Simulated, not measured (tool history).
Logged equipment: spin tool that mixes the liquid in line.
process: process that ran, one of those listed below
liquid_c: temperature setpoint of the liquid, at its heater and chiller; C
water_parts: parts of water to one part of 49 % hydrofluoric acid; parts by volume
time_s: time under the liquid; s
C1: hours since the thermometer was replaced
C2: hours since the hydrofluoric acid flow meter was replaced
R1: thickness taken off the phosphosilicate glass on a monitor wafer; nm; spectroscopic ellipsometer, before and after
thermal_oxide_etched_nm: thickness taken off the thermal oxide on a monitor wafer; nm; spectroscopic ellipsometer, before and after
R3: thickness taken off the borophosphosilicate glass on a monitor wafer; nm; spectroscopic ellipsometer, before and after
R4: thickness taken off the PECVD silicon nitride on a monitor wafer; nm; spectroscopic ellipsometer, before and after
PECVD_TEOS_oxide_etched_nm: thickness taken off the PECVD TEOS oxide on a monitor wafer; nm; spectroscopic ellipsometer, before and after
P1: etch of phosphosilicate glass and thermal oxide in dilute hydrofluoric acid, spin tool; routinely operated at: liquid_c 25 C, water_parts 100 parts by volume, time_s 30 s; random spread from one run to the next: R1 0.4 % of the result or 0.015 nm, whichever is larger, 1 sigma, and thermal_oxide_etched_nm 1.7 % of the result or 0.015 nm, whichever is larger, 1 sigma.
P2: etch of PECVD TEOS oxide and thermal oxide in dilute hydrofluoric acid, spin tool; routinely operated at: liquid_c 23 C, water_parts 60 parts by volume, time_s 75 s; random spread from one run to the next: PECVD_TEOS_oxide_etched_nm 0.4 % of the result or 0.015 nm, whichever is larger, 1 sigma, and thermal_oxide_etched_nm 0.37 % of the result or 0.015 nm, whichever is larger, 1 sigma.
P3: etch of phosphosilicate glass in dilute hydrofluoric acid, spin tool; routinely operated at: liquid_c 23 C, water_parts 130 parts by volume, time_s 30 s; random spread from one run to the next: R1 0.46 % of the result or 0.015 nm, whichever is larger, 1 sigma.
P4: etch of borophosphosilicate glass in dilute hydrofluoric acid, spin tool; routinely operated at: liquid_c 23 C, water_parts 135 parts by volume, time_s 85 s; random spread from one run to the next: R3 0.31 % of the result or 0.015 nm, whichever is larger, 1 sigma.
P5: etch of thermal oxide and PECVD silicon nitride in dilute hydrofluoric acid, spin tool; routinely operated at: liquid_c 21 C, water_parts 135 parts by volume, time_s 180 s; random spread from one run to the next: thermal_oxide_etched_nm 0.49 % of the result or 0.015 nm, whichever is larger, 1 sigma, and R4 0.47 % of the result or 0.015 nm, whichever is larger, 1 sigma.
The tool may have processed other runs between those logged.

run 1 hour=5.1 | process=P1 liquid_c=25 water_parts=100 time_s=30 | C1=1326.7 C2=77.7 | R1=46.71 thermal_oxide_etched_nm=1.4054
run 2 hour=10.2 | process=P4 liquid_c=23 water_parts=135 time_s=85 | C1=1331.8 C2=82.8 | R3=27.482
run 3 hour=17.5 | process=P1 liquid_c=25 water_parts=170 time_s=30 | C1=1339.1 C2=90.1 | R1=25.405 thermal_oxide_etched_nm=0.73825
run 4 hour=24.2 | process=P5 liquid_c=25 water_parts=135 time_s=180 | C1=1345.8 C2=96.8 | thermal_oxide_etched_nm=6.1314 R4=7.321
run 5 hour=28.5 | process=P3 liquid_c=23 water_parts=130 time_s=30 | C1=1350.1 C2=101.1 | R1=36.811
run 6 hour=34.5 | process=P1 liquid_c=25 water_parts=100 time_s=30 | C1=1356.1 C2=107.1 | R1=46.88 thermal_oxide_etched_nm=1.4223
run 7 hour=38.4 | process=P5 liquid_c=21 water_parts=135 time_s=180 | C1=1360 C2=111 | thermal_oxide_etched_nm=5.2731 R4=5.6306
run 8 hour=44.8 | process=P5 liquid_c=21 water_parts=220 time_s=180 | C1=1366.4 C2=117.4 | thermal_oxide_etched_nm=2.9928 R4=3.4886
run 9 hour=48.9 | process=P5 liquid_c=21 water_parts=135 time_s=15 | C1=1370.5 C2=121.5 | thermal_oxide_etched_nm=0.43474 R4=0.47234
run 10 hour=53.8 | process=P1 liquid_c=25 water_parts=100 time_s=30 | C1=1375.4 C2=126.4 | R1=46.887 thermal_oxide_etched_nm=1.3836
run 11 hour=61.9 | process=P4 liquid_c=18.5 water_parts=135 time_s=85 | C1=1383.5 C2=134.5 | R3=22.927
run 12 hour=66.3 | process=P4 liquid_c=23 water_parts=135 time_s=85 | C1=1387.9 C2=138.9 | R3=27.586
run 13 hour=72 | process=P2 liquid_c=27.5 water_parts=60 time_s=75 | C1=1393.6 C2=144.6 | thermal_oxide_etched_nm=6.7769 PECVD_TEOS_oxide_etched_nm=25.736
run 14 hour=79 | process=P4 liquid_c=23 water_parts=215 time_s=85 | C1=1400.6 C2=151.6 | R3=15.693
run 15 hour=84.2 | process=P2 liquid_c=23 water_parts=60 time_s=35 | C1=1405.8 C2=156.8 | thermal_oxide_etched_nm=2.652 PECVD_TEOS_oxide_etched_nm=10.048
run 16 hour=89.4 | process=P1 liquid_c=25 water_parts=100 time_s=30 | C1=1411 C2=162 | R1=46.62 thermal_oxide_etched_nm=1.4595
run 17 hour=95 | process=P3 liquid_c=23 water_parts=130 time_s=15 | C1=1416.6 C2=167.6 | R1=18.111
run 18 hour=101.5 | process=P5 liquid_c=21 water_parts=135 time_s=180 | C1=1423.1 C2=174.1 | thermal_oxide_etched_nm=5.286 R4=5.5962
run 19 hour=109.2 | process=P3 liquid_c=23 water_parts=60 time_s=30 | C1=1430.8 C2=181.8 | R1=85.638
run 20 hour=117.2 | process=P1 liquid_c=25 water_parts=100 time_s=30 | C1=1438.8 C2=189.8 | R1=47.102 thermal_oxide_etched_nm=1.395
run 21 hour=123.5 | process=P1 liquid_c=19.5 water_parts=100 time_s=15 | C1=1445.1 C2=196.1 | R1=18.579 thermal_oxide_etched_nm=0.55642
run 22 hour=130.9 | process=P1 liquid_c=17 water_parts=100 time_s=30 | C1=1452.5 C2=203.5 | R1=33.915 thermal_oxide_etched_nm=1.0172
run 23 hour=136.5 | process=P1 liquid_c=30.5 water_parts=100 time_s=30 | C1=1458.1 C2=209.1 | R1=57.92 thermal_oxide_etched_nm=1.816
run 24 hour=140.8 | process=P1 liquid_c=25 water_parts=60 time_s=30 | C1=1462.4 C2=213.4 | R1=81.983 thermal_oxide_etched_nm=2.4668
run 25 hour=144.5 | process=P4 liquid_c=23 water_parts=135 time_s=135 | C1=1466.1 C2=217.1 | R3=43.664
run 26 hour=150.6 | process=P2 liquid_c=23 water_parts=110 time_s=75 | C1=1472.2 C2=223.2 | thermal_oxide_etched_nm=2.8568 PECVD_TEOS_oxide_etched_nm=11.114
run 27 hour=158.9 | process=P3 liquid_c=19 water_parts=130 time_s=30 | C1=1480.5 C2=231.5 | R1=31.084
run 28 hour=164.2 | process=P1 liquid_c=25 water_parts=100 time_s=50 | C1=1485.8 C2=236.8 | R1=77.814 thermal_oxide_etched_nm=2.3511
run 29 hour=168.6 | process=P2 liquid_c=23 water_parts=60 time_s=75 | C1=1490.2 C2=241.2 | thermal_oxide_etched_nm=5.6446 PECVD_TEOS_oxide_etched_nm=21.611
run 30 hour=173.7 | process=P1 liquid_c=25 water_parts=100 time_s=15 | C1=1495.3 C2=246.3 | R1=23.329 thermal_oxide_etched_nm=0.73637
run 31 hour=178.9 | process=P1 liquid_c=25 water_parts=100 time_s=30 | C1=1500.5 C2=251.5 | R1=46.435 thermal_oxide_etched_nm=1.4412
run 32 hour=186.4 | process=P1 liquid_c=25 water_parts=100 time_s=30 | C1=1508 C2=259 | R1=45.263 thermal_oxide_etched_nm=1.339
run 33 hour=192.7 | process=P1 liquid_c=25 water_parts=100 time_s=30 | C1=1514.3 C2=265.3 | R1=44.621 thermal_oxide_etched_nm=1.3686
run 34 hour=199.9 | process=P1 liquid_c=25 water_parts=100 time_s=30 | C1=1521.5 C2=272.5 | R1=44.212 thermal_oxide_etched_nm=1.3304
run 35 hour=205.8 | process=P1 liquid_c=25 water_parts=100 time_s=30 | C1=1527.4 C2=278.4 | R1=43.93 thermal_oxide_etched_nm=1.3722
run 36 hour=211.4 | process=P1 liquid_c=25 water_parts=100 time_s=30 | C1=1533 C2=284 | R1=43.954 thermal_oxide_etched_nm=1.2968
run 37 hour=218.5 | process=P1 liquid_c=25 water_parts=100 time_s=30 | C1=1540.1 C2=291.1 | R1=43.73 thermal_oxide_etched_nm=1.3728
run 38 hour=223 | process=P1 liquid_c=25 water_parts=100 time_s=30 | C1=1544.6 C2=295.6 | R1=43.763 thermal_oxide_etched_nm=1.3335
run 39 hour=228.4 | process=P1 liquid_c=25 water_parts=100 time_s=30 | C1=1550 C2=301 | R1=43.693 thermal_oxide_etched_nm=1.2746

P1 has crept away from where it was. The log is fitted equally well by each of these 2 causes, at the sizes shown:
A: hydrofluoric acid flow below the setpoint (%) = 5.95
B: liquid colder than its thermometer reads (K) = 1.76
The onset of the drift is placed at about hour 178.9.

4 check runs are offered, one wafer each, their results left as question marks. Which one tells the causes apart?
run check 1 hour=233.8 | process=P5 liquid_c=21 water_parts=135 time_s=180 | thermal_oxide_etched_nm=? R4=?
run check 2 hour=233.8 | process=P3 liquid_c=23 water_parts=130 time_s=30 | R1=?
run check 3 hour=233.8 | process=P2 liquid_c=23 water_parts=60 time_s=75 | thermal_oxide_etched_nm=? PECVD_TEOS_oxide_etched_nm=?
run check 4 hour=233.8 | process=P4 liquid_c=23 water_parts=135 time_s=85 | R3=?

What every check run would give for each of its results, assuming each possible cause in turn:
check=check_1 result=thermal_oxide_etched_nm if_A=4.92 if_B=4.9198
check=check_1 result=R4 if_A=5.3005 if_B=5.0012
check=check_2 result=R1 if_A=34.039 if_B=34.08
check=check_3 result=thermal_oxide_etched_nm if_A=5.2626 if_B=5.2273
check=check_3 result=PECVD_TEOS_oxide_etched_nm if_A=20.282 if_B=20.146
check=check_4 result=R3 if_A=25.581 if_B=25.626
Gap, in per cent, between the two causes that each check separates least, read from the result that separates them most: check 1 5.81 %; check 2 0.12 %; check 3 0.67 %; check 4 0.18 %
The causes can be told apart only by check 1. The other checks would give nearly the same results under each of them.

Check 1 was carried out, with these results: thermal_oxide_etched_nm 4.8885 nm; R4 5.0207 nm. Which of the listed causes is responsible?

Of the candidate causes, it is B: liquid colder than its thermometer reads (K).
